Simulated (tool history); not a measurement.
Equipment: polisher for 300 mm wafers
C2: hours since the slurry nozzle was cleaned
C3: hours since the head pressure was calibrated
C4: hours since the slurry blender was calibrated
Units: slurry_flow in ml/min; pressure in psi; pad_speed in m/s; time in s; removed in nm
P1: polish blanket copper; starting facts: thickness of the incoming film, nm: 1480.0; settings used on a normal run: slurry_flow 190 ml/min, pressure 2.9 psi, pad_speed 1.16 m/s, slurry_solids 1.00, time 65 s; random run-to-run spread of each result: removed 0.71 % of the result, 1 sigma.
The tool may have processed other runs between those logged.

{"run": 1, "hour": 3.7, "slurry_flow": 190, "pressure": 2.9, "pad_speed": 1.16, "slurry_solids": 1.0, "time": 65, "wafers polished on this pad": 286, "C2": 236.1, "C3": 325.0, "C4": 103.3, "removed": 258.2}
{"run": 2, "hour": 6.4, "slurry_flow": 190, "pressure": 2.9, "pad_speed": 1.6, "slurry_solids": 1.0, "time": 65, "wafers polished on this pad": 313, "C2": 238.8, "C3": 327.7, "C4": 106.0, "removed": 358.02}
{"run": 3, "hour": 9.8, "slurry_flow": 190, "pressure": 2.9, "pad_speed": 1.16, "slurry_solids": 1.0, "time": 65, "wafers polished on this pad": 347, "C2": 242.2, "C3": 331.1, "C4": 109.4, "removed": 258.55}
{"run": 4, "hour": 15.0, "slurry_flow": 190, "pressure": 1.8, "pad_speed": 1.16, "slurry_solids": 1.0, "time": 65, "wafers polished on this pad": 399, "C2": 247.4, "C3": 336.3, "C4": 114.6, "removed": 159.87}
{"run": 5, "hour": 20.6, "slurry_flow": 190, "pressure": 2.9, "pad_speed": 1.16, "slurry_solids": 1.0, "time": 65, "wafers polished on this pad": 455, "C2": 253.0, "C3": 341.9, "C4": 120.2, "removed": 260.12}
{"run": 6, "hour": 26.2, "slurry_flow": 190, "pressure": 2.9, "pad_speed": 1.16, "slurry_solids": 0.55, "time": 65, "wafers polished on this pad": 511, "C2": 258.6, "C3": 347.5, "C4": 125.8, "removed": 229.82}
{"run": 7, "hour": 29.4, "slurry_flow": 190, "pressure": 2.9, "pad_speed": 1.16, "slurry_solids": 1.0, "time": 95, "wafers polished on this pad": 543, "C2": 261.8, "C3": 350.7, "C4": 129.0, "removed": 381.64}
{"run": 8, "hour": 33.7, "slurry_flow": 190, "pressure": 2.9, "pad_speed": 1.5, "slurry_solids": 1.3, "time": 65, "wafers polished on this pad": 586, "C2": 266.1, "C3": 355.0, "C4": 133.3, "removed": 355.8}
{"run": 9, "hour": 38.2, "slurry_flow": 190, "pressure": 2.9, "pad_speed": 1.16, "slurry_solids": 1.45, "time": 65, "wafers polished on this pad": 631, "C2": 270.6, "C3": 359.5, "C4": 137.8, "removed": 282.56}
{"run": 10, "hour": 43.0, "slurry_flow": 190, "pressure": 2.9, "pad_speed": 0.76, "slurry_solids": 1.0, "time": 65, "wafers polished on this pad": 679, "C2": 275.4, "C3": 364.3, "C4": 142.6, "removed": 172.39}
{"run": 11, "hour": 48.3, "slurry_flow": 115, "pressure": 2.9, "pad_speed": 1.76, "slurry_solids": 1.0, "time": 65, "wafers polished on this pad": 732, "C2": 280.7, "C3": 369.6, "C4": 147.9, "removed": 361.36}
{"run": 12, "hour": 51.3, "slurry_flow": 190, "pressure": 2.9, "pad_speed": 1.54, "slurry_solids": 0.7, "time": 65, "wafers polished on this pad": 762, "C2": 283.7, "C3": 372.6, "C4": 150.9, "removed": 322.72}
{"run": 13, "hour": 53.8, "slurry_flow": 190, "pressure": 2.9, "pad_speed": 1.16, "slurry_solids": 1.0, "time": 37, "wafers polished on this pad": 787, "C2": 286.2, "C3": 375.1, "C4": 153.4, "removed": 147.44}
{"run": 14, "hour": 58.0, "slurry_flow": 190, "pressure": 2.9, "pad_speed": 1.16, "slurry_solids": 1.0, "time": 65, "wafers polished on this pad": 829, "C2": 290.4, "C3": 379.3, "C4": 157.6, "removed": 260.3}
{"run": 15, "hour": 62.8, "slurry_flow": 245, "pressure": 2.9, "pad_speed": 1.16, "slurry_solids": 1.0, "time": 65, "wafers polished on this pad": 876, "C2": 295.2, "C3": 384.1, "C4": 162.4, "removed": 269.58}
{"run": 16, "hour": 65.2, "slurry_flow": 115, "pressure": 2.9, "pad_speed": 1.16, "slurry_solids": 1.0, "time": 65, "wafers polished on this pad": 900, "C2": 297.6, "C3": 386.5, "C4": 164.8, "removed": 238.1}
{"run": 17, "hour": 70.5, "slurry_flow": 190, "pressure": 4.6, "pad_speed": 1.16, "slurry_solids": 1.0, "time": 65, "wafers polished on this pad": 953, "C2": 302.9, "C3": 391.8, "C4": 170.1, "removed": 406.96}
{"run": 18, "hour": 75.2, "slurry_flow": 190, "pressure": 2.9, "pad_speed": 1.16, "slurry_solids": 1.0, "time": 65, "wafers polished on this pad": 1000, "C2": 307.6, "C3": 396.5, "C4": 174.8, "removed": 262.58}
{"run": 19, "hour": 78.1, "slurry_flow": 190, "pressure": 2.9, "pad_speed": 1.16, "slurry_solids": 1.0, "time": 65, "wafers polished on this pad": 1029, "C2": 310.5, "C3": 399.4, "C4": 177.7, "removed": 256.14}
{"run": 20, "hour": 82.3, "slurry_flow": 190, "pressure": 2.9, "pad_speed": 1.16, "slurry_solids": 1.0, "time": 65, "wafers polished on this pad": 1071, "C2": 314.7, "C3": 403.6, "C4": 181.9, "removed": 250.49}
{"run": 21, "hour": 87.7, "slurry_flow": 190, "pressure": 2.9, "pad_speed": 1.16, "slurry_solids": 1.0, "time": 65, "wafers polished on this pad": 1125, "C2": 320.1, "C3": 409.0, "C4": 187.3, "removed": 246.03}

Run 22 is up next; what results do you expect?
{"run": 22, "hour": 93.3, "slurry_flow": 190, "pressure": 2.9, "pad_speed": 1.16, "slurry_solids": 1.0, "time": 65, "wafers polished on this pad": 1181, "C2": 325.7, "C3": 414.6, "C4": 192.9, "removed": "?"}

removed: 244.01 nm
